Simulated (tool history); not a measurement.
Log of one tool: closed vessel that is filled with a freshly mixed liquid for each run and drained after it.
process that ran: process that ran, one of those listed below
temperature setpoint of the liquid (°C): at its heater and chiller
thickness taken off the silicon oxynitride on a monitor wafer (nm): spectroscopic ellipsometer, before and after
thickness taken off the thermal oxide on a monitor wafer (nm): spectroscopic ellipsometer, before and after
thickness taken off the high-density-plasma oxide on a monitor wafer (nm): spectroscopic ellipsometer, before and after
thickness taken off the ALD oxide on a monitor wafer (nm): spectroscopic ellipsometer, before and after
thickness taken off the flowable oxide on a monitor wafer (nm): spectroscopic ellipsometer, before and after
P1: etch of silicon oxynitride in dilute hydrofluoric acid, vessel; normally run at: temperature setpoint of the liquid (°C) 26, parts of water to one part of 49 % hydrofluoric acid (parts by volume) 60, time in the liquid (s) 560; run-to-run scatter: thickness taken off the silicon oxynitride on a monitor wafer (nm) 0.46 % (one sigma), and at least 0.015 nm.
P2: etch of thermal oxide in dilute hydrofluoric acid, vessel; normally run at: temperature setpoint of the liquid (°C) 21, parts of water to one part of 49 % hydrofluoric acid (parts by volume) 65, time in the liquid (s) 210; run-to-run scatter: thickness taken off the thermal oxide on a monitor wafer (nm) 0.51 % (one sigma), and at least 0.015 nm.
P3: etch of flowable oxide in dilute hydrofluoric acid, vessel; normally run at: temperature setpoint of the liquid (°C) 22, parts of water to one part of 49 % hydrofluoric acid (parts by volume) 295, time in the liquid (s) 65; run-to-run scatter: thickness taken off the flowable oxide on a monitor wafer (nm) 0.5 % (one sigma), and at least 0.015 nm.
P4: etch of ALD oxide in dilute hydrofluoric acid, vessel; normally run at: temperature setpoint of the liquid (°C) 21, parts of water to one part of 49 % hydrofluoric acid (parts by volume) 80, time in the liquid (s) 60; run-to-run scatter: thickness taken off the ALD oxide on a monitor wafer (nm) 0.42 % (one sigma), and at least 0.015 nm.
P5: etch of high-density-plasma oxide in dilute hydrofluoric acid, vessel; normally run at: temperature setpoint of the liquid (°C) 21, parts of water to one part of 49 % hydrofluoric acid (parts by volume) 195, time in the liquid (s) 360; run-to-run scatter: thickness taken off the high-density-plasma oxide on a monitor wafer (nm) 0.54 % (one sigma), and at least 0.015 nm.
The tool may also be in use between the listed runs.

run	hour	process that ran	temperature setpoint of the liquid (°C)	parts of water to one part of 49 % hydrofluoric acid (parts by volume)	time in the liquid (s)	thickness taken off the silicon oxynitride on a monitor wafer (nm)	thickness taken off the thermal oxide on a monitor wafer (nm)	thickness taken off the high-density-plasma oxide on a monitor wafer (nm)	thickness taken off the ALD oxide on a monitor wafer (nm)	thickness taken off the flowable oxide on a monitor wafer (nm)
1	5	P1	26	60	560	21.221				
2	9.1	P2	21	20	210		50.103			
3	13.4	P5	21	195	360			7.6667		
4	19.7	P1	26	60	560	21.126				
5	24.4	P1	26	90	560	13.768				
6	29.3	P2	21	65	210		14.449			
7	34.4	P5	21	195	360			7.584		
8	38.3	P4	21	20	60				89.271	
9	43.7	P1	29.5	60	170	7.6557				
10	48.7	P4	21	80	30				10.361	
11	53.3	P3	22	295	30					3.7433
12	57.1	P2	17	65	210		12.415			
13	60	P3	26.5	295	65					9.5748
14	64.6	P3	22	295	65					8.077
15	68.9	P1	26	60	1040	39.096				
16	75	P1	19	60	560	15.224				
17	77.9	P1	32.5	60	560	28.813				
18	84.1	P1	26	60	560	21.268				
19	88.3	P3	22	510	65					3.888
20	94.3	P5	21	195	515			10.961		
21	98.2	P3	22	295	65					8.1606
22	103.1	P1	26	25	560	52.403				
23	106	P1	26	60	560	21.364				
24	109.8	P5	21	70	360			24.183		
25	113.5	P4	17	80	60				17.477	
26	118.7	P1	26	60	560	21.215				
27	122.3	P1	26	60	70	2.6538				
28	126.8	P1	31.5	60	85	4.1758				
29	132.7	P1	26	60	560	21.186				
30	138.3	P4	21	80	60				20.942	
31	142	P2	21	65	400		27.615			
32	146.8	P5	17	195	360			6.4882		
33	151	P4	21	80	60				20.805	
34	155.1	P1	26	60	560	21.427				

Run 35 comes next. What will it give?
35	159.7	P1	26	60	560	?				

Run 35 gave thickness taken off the silicon oxynitride on a monitor wafer (nm) 20.716.
